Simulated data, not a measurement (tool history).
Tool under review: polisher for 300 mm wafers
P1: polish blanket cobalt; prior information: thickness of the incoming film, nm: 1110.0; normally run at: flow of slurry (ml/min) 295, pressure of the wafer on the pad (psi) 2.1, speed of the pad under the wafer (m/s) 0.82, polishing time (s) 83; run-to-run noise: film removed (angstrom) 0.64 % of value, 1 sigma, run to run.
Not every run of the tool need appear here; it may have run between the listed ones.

run    day  flow of slurry (ml/min)  pressure of the wafer on the pad (psi)  speed of the pad under the wafer (m/s)  polishing time (s)  wafers polished on this pad  hours since the slurry nozzle was cleaned  hours since the head pressure was calibrated  film removed (angstrom)
  1  0.367                      295                                     2.1                                    0.82                  83                          755                                      121.9                                         103.5                   3790.9
  2  0.625                      295                                     1.2                                    0.82                  83                          799                                      128.1                                         109.7                   2170.3
  3  1.029                      295                                     2.1                                    0.46                  83                          869                                      137.8                                         119.4                   2115.3
  4  1.329                      175                                     2.1                                    0.82                  83                          921                                        145                                         126.6                   3544.8
  5  1.633                      295                                     2.1                                    0.82                  49                          973                                      152.3                                         133.9                   2238.7
  6  1.958                      295                                     2.1                                    0.82                 118                         1029                                      160.1                                         141.7                   5420.9
  7  2.233                      295                                     2.1                                    0.82                  83                         1077                                      166.7                                         148.3                   3786.2
  8  2.554                      295                                     2.1                                    0.82                  83                         1132                                      174.4                                           156                   3801.5
  9  2.862                      295                                     2.1                                    1.16                  83                         1185                                      181.8                                         163.4                     5371
     2.929  -- worn pad replaced by a new one
 10  3.067                      295                                     2.8                                    0.82                  83                           24                                      186.7                                         168.3                   5010.3
 11  3.412                      405                                     2.1                                    0.82                  83                           84                                        195                                         176.6                   3891.4
 12  3.667                      295                                     2.1                                    1.16                  39                          127                                      201.1                                         182.7                   2510.2
 13  4.004                      295                                     2.1                                    0.82                  83                          186                                      209.2                                         190.8                   3834.5
 14    4.3                      295                                     2.1                                    0.82                  83                          237                                      216.3                                         197.9                     3814
 15  4.567                      295                                     2.1                                    0.82                  83                          283                                      222.7                                         204.3                   3801.7
 16  4.933                      295                                     2.1                                    0.82                  83                          346                                      231.5                                         213.1                   3682.3
 17  5.146                      295                                     2.1                                    0.82                  83                          383                                      236.6                                         218.2                   3640.6
     5.417  -- worn pad replaced by a new one
 18  5.421                      295                                     2.1                                    0.82                  83                            0                                      243.2                                         224.8                   3628.8
 19  5.604                      295                                     2.1                                    0.82                  83                           32                                      247.6                                         229.2                   3597.3
 20  5.892                      295                                     2.1                                    0.82                  83                           82                                      254.5                                         236.1                   3610.6
 21  6.129                      295                                     2.1                                    0.82                  83                          123                                      260.2                                         241.8                   3586.2
 22  6.408                      295                                     2.1                                    0.82                  83                          171                                      266.9                                         248.5                   3586.7
 23    6.7                      295                                     2.1                                    0.82                  83                          221                                      273.9                                         255.5                   3570.8

What P1 gives has crept off from where it sat before. The 2 causes that follow fit the log equally well, each at the size noted:
A: slurry flow missing at the pad, % = 38.2
B: head's pressure below its setpoint, % = 5.4
The process output started creeping at around day 4.3.
Ruled out, with reasons:
removal rate lost through wear of the pad, %: serviced after onset, at day 5.417, with no recovery of the prior output

Each of the check runs listed below is run on 3 wafers and reports their average, with the results left as question marks. Pick the one under which the possible causes would lead to clearly different results.
check 1  6.992                      295                                     2.5                                    0.82                  83                                                                                                                                              ?
check 2  6.992                      190                                     2.1                                    0.82                 105                                                                                                                                              ?
check 3  6.992                      295                                     1.3                                    0.82                  83                                                                                                                                              ?
check 4  6.992                      295                                     2.1                                     0.5                  83                                                                                                                                              ?

How each check would come out, cause by cause:
  check                   result    if A    if B
check 1  film removed (angstrom)  4274.4  4274.3
check 2  film removed (angstrom)  4201.8    4322
check 3  film removed (angstrom)  2222.7  2222.6
check 4  film removed (angstrom)  2189.3  2189.3
Minimum pairwise separation of causes per check, each pair taken at its best-separating result: check 1 0 %; check 2 2.82 %; check 3 0 %; check 4 0 %
Only in check 2 would the causes give clearly different results; in the remaining checks their results would be nearly the same.

Then check 2 was run and gave: film removed (angstrom) 4220.6. Which cause is it?

The correct cause is A, namely: slurry flow missing at the pad, %.
